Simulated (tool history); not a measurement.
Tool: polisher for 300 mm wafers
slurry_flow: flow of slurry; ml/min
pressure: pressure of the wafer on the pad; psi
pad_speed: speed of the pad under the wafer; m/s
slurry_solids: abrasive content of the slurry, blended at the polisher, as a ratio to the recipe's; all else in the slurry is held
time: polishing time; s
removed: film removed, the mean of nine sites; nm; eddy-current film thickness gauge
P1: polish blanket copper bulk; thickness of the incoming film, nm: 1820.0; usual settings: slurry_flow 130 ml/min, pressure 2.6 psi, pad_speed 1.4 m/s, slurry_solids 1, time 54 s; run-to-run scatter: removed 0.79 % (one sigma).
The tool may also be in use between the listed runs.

{"run": 1, "hour": 11.7, "slurry_flow": 130, "pressure": 2.6, "pad_speed": 1.4, "slurry_solids": 1, "time": 54, "removed": 652.95}
{"run": 2, "hour": 23.9, "slurry_flow": 130, "pressure": 2.6, "pad_speed": 1.4, "slurry_solids": 1, "time": 54, "removed": 657}
{"run": 3, "hour": 36.4, "slurry_flow": 130, "pressure": 2.6, "pad_speed": 1.4, "slurry_solids": 0.65, "time": 54, "removed": 593.42}
{"run": 4, "hour": 44.4, "slurry_flow": 130, "pressure": 2.6, "pad_speed": 1.4, "slurry_solids": 1.25, "time": 54, "removed": 695.86}
{"run": 5, "hour": 53.2, "slurry_flow": 130, "pressure": 1.2, "pad_speed": 1.4, "slurry_solids": 1, "time": 54, "removed": 297.91}
{"run": 6, "hour": 64.1, "slurry_flow": 190, "pressure": 2.6, "pad_speed": 1.4, "slurry_solids": 1.2, "time": 54, "removed": 720.49}
{"run": 7, "hour": 74.0, "slurry_flow": 130, "pressure": 2.6, "pad_speed": 1.4, "slurry_solids": 1, "time": 85, "removed": 1034.3}
{"run": 8, "hour": 86.2, "slurry_flow": 130, "pressure": 2.6, "pad_speed": 1.4, "slurry_solids": 1, "time": 54, "removed": 645.54}
{"run": 9, "hour": 96.6, "slurry_flow": 130, "pressure": 2.6, "pad_speed": 0.64, "slurry_solids": 1, "time": 54, "removed": 296.21}
{"hour": 97.5, "done": "head pressure recalibrated"}
{"run": 10, "hour": 105.6, "slurry_flow": 130, "pressure": 2.6, "pad_speed": 2.12, "slurry_solids": 1, "time": 54, "removed": 985.03}
{"run": 11, "hour": 112.2, "slurry_flow": 130, "pressure": 3.6, "pad_speed": 1.4, "slurry_solids": 1, "time": 54, "removed": 897.85}
{"run": 12, "hour": 125.0, "slurry_flow": 130, "pressure": 3.3, "pad_speed": 1.76, "slurry_solids": 1, "time": 54, "removed": 1046.7}
{"run": 13, "hour": 135.5, "slurry_flow": 130, "pressure": 2.6, "pad_speed": 1.4, "slurry_solids": 1, "time": 54, "removed": 656.71}
{"run": 14, "hour": 145.2, "slurry_flow": 130, "pressure": 2.6, "pad_speed": 1.4, "slurry_solids": 1, "time": 54, "removed": 651.08}
{"run": 15, "hour": 154.2, "slurry_flow": 80, "pressure": 2.6, "pad_speed": 1.4, "slurry_solids": 1, "time": 54, "removed": 578.92}
{"run": 16, "hour": 163.5, "slurry_flow": 200, "pressure": 1.3, "pad_speed": 1.4, "slurry_solids": 1, "time": 54, "removed": 350.4}
{"run": 17, "hour": 173.4, "slurry_flow": 130, "pressure": 2.6, "pad_speed": 1.4, "slurry_solids": 1, "time": 54, "removed": 647.29}
{"run": 18, "hour": 184.6, "slurry_flow": 200, "pressure": 2.6, "pad_speed": 1.4, "slurry_solids": 1, "time": 54, "removed": 689.52}
{"run": 19, "hour": 196.9, "slurry_flow": 130, "pressure": 2.6, "pad_speed": 1.4, "slurry_solids": 1, "time": 24, "removed": 286.3}
{"run": 20, "hour": 207.8, "slurry_flow": 130, "pressure": 2.6, "pad_speed": 1.4, "slurry_solids": 1, "time": 54, "removed": 639.56}
{"run": 21, "hour": 216.7, "slurry_flow": 130, "pressure": 2.6, "pad_speed": 1.4, "slurry_solids": 1, "time": 54, "removed": 613.29}
{"run": 22, "hour": 226.7, "slurry_flow": 130, "pressure": 2.6, "pad_speed": 1.4, "slurry_solids": 1, "time": 54, "removed": 604.93}
{"run": 23, "hour": 235.1, "slurry_flow": 130, "pressure": 2.6, "pad_speed": 1.4, "slurry_solids": 1, "time": 54, "removed": 598.31}

The next listed run, before its measurement:
{"hour": 238.1, "done": "worn pad replaced by a new one"}
{"hour": 238.2, "done": "slurry blender recalibrated"}
{"run": 24, "hour": 241.7, "slurry_flow": 130, "pressure": 2.6, "pad_speed": 1.4, "slurry_solids": 1, "time": 54, "removed": "?"}

removed: 581.67 nm
